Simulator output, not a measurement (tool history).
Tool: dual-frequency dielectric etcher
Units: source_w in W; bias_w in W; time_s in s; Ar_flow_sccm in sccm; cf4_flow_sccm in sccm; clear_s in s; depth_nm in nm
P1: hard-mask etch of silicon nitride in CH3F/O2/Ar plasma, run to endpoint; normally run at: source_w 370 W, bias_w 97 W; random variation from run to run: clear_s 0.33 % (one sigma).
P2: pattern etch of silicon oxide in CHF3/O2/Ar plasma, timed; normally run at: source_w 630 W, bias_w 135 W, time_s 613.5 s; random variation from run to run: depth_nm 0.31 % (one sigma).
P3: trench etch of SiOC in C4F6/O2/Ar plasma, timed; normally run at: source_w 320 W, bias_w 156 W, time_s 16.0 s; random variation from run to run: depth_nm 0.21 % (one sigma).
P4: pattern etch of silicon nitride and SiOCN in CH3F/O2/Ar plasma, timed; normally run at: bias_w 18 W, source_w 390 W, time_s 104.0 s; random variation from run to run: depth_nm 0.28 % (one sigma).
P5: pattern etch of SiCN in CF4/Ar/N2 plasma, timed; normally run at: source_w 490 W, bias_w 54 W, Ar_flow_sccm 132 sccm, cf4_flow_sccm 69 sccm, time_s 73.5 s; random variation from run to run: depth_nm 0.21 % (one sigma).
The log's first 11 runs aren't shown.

| run | hour | process | source_w | bias_w | time_s | Ar_flow_sccm | cf4_flow_sccm | hours since the last wet clean | hours since the last source power generator calibration | hours since the last bias power generator calibration | clear_s | depth_nm |
|---|---|---|---|---|---|---|---|---|---|---|---|---|
| 12 | 50.2 | P5 | 490 | 54 | 73.5 | 132 | 69 | 380.9 | 2022.7 | 521.5 |  | 61.308 |
| 13 | 53.9 | P4 | 390 | 18 | 104.0 |  |  | 384.6 | 2026.4 | 525.2 |  | 12.860 |
| 14 | 58.9 | P3 | 320 | 213 | 16.0 |  |  | 389.6 | 2031.4 | 530.2 |  | 32.592 |
| 15 | 63.9 | P1 | 450 | 132 |  |  |  | 394.6 | 2036.4 | 535.2 | 60.212 |  |
| 16 | 68.3 | P1 | 370 | 126 |  |  |  | 399.0 | 2040.8 | 539.6 | 65.968 |  |
| 17 | 74.1 | P2 | 400 | 135 | 613.5 |  |  | 404.8 | 2046.6 | 545.4 |  | 927.570 |
|  | 78.5 | source power generator calibrated |
| 18 | 80.6 | P5 | 490 | 54 | 73.5 | 132 | 51 | 411.3 | 2.1 | 551.9 |  | 57.861 |
| 19 | 83.9 | P3 | 320 | 156 | 16.0 |  |  | 414.6 | 5.4 | 555.2 |  | 29.457 |
| 20 | 89.2 | P1 | 370 | 97 |  |  |  | 419.9 | 10.7 | 560.5 | 72.347 |  |
| 21 | 94.4 | P5 | 490 | 54 | 73.5 | 132 | 69 | 425.1 | 15.9 | 565.7 |  | 61.657 |
| 22 | 97.9 | P3 | 320 | 156 | 11.0 |  |  | 428.6 | 19.4 | 569.2 |  | 20.286 |

The next listed run, before its measurement:
| 23 | 104.2 | P4 | 390 | 14 | 104.0 |  |  | 434.9 | 25.7 | 575.5 |  | ? |

depth_nm: 11.632 nm

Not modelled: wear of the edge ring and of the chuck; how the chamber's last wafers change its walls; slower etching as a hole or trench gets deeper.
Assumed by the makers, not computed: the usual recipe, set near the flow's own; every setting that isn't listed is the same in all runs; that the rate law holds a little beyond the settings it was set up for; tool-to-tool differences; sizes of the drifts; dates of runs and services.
